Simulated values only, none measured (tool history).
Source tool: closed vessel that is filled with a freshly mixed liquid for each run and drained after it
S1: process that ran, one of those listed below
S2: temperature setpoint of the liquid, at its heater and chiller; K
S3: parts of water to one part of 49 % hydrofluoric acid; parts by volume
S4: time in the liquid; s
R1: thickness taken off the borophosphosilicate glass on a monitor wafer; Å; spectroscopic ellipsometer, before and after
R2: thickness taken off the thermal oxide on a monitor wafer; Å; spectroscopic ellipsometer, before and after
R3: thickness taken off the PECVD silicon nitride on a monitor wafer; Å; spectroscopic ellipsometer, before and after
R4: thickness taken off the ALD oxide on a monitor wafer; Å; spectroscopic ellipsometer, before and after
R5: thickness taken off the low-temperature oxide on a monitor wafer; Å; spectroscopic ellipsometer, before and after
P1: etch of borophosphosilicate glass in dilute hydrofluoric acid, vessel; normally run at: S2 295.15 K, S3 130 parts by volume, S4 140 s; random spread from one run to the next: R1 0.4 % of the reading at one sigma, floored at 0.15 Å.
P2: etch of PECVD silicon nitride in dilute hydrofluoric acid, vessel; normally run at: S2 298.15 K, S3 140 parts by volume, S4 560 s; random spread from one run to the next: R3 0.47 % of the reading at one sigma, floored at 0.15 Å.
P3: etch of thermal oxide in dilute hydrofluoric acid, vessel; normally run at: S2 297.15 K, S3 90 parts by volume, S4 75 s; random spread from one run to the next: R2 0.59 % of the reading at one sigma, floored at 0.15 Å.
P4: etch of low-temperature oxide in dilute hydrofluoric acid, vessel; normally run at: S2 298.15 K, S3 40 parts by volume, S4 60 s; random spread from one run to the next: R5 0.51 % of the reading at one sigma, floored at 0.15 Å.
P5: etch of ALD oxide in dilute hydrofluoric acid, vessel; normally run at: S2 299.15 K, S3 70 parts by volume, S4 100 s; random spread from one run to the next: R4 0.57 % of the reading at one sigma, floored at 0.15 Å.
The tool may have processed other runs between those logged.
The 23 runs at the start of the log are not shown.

run 24 day=9.475 | S1=P1 S2=295.15 S3=130 S4=140 | R1=320.08
run 25 day=9.8 | S1=P4 S2=294.65 S3=40 S4=60 | R5=352.1
run 26 day=10.267 | S1=P5 S2=307.15 S3=70 S4=100 | R4=265.25
run 27 day=10.529 | S1=P1 S2=302.65 S3=130 S4=140 | R1=426.8
run 28 day=10.754 | S1=P3 S2=297.15 S3=90 S4=130 | R2=69.73
run 29 day=11.204 | S1=P2 S2=298.15 S3=70 S4=560 | R3=304.16
run 30 day=11.538 | S1=P1 S2=290.15 S3=130 S4=140 | R1=261.2
run 31 day=11.867 | S1=P1 S2=295.15 S3=130 S4=140 | R1=321.49

The next listed run, before its measurement:
run 32 day=12.121 | S1=P2 S2=292.15 S3=140 S4=560 | R3=?

{"run 32": {"R3": 101.47}}
